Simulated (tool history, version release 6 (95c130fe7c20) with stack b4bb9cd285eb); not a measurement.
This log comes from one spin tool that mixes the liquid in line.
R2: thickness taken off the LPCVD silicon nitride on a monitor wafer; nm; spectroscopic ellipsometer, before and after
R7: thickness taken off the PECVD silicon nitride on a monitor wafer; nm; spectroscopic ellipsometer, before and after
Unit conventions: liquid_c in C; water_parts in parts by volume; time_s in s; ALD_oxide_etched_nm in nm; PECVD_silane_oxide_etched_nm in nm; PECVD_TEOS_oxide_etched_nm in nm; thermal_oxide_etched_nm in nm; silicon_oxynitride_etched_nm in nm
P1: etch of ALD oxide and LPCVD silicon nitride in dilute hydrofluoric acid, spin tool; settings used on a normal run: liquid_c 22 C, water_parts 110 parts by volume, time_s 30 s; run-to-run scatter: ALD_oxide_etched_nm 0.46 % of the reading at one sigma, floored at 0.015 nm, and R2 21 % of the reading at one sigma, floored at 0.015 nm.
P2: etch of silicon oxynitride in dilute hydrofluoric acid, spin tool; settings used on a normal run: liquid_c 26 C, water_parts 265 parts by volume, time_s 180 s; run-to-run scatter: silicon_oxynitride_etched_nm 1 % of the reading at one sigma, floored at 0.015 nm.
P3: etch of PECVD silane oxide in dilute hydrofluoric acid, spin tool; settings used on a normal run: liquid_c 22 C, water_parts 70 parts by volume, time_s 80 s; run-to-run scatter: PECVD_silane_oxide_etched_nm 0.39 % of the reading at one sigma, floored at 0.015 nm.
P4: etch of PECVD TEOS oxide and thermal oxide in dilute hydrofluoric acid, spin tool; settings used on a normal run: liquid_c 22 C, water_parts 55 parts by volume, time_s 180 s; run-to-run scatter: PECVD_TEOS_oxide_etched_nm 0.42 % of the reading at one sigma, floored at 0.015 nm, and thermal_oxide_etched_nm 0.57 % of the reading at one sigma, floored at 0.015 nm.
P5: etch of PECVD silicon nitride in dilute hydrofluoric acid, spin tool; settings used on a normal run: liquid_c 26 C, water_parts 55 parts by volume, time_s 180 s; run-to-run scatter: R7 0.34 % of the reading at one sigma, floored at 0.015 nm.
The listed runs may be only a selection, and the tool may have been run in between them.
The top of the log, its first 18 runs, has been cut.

{"run": 19, "day": 2.729, "process": "P3", "liquid_c": 22, "water_parts": 25, "time_s": 80, "PECVD_silane_oxide_etched_nm": 164.61}
{"run": 20, "day": 2.888, "process": "P4", "liquid_c": 22, "water_parts": 55, "time_s": 180, "PECVD_TEOS_oxide_etched_nm": 34.053, "thermal_oxide_etched_nm": 15.283}
{"run": 21, "day": 3.025, "process": "P1", "liquid_c": 22, "water_parts": 70, "time_s": 30, "ALD_oxide_etched_nm": 8.1631, "R2": 0.16375}
{"run": 22, "day": 3.117, "process": "P5", "liquid_c": 26, "water_parts": 20, "time_s": 180, "R7": 49.842}
{"run": 23, "day": 3.304, "process": "P1", "liquid_c": 22, "water_parts": 110, "time_s": 30, "ALD_oxide_etched_nm": 4.9643, "R2": 0.10769}
{"run": 24, "day": 3.446, "process": "P1", "liquid_c": 22, "water_parts": 160, "time_s": 30, "ALD_oxide_etched_nm": 3.2403, "R2": 0.11114}
{"run": 25, "day": 3.567, "process": "P4", "liquid_c": 22, "water_parts": 100, "time_s": 180, "PECVD_TEOS_oxide_etched_nm": 17.79, "thermal_oxide_etched_nm": 7.9253}
{"run": 26, "day": 3.675, "process": "P1", "liquid_c": 22, "water_parts": 110, "time_s": 30, "ALD_oxide_etched_nm": 4.9885, "R2": 0.14844}
{"run": 27, "day": 3.758, "process": "P1", "liquid_c": 27, "water_parts": 165, "time_s": 30, "ALD_oxide_etched_nm": 3.7319, "R2": 0.10718}

The next listed run, before its measurement:
{"run": 28, "day": 3.879, "process": "P5", "liquid_c": 32.5, "water_parts": 55, "time_s": 180, "R7": "?"}

Logged for run 28: R7 28.253 nm.

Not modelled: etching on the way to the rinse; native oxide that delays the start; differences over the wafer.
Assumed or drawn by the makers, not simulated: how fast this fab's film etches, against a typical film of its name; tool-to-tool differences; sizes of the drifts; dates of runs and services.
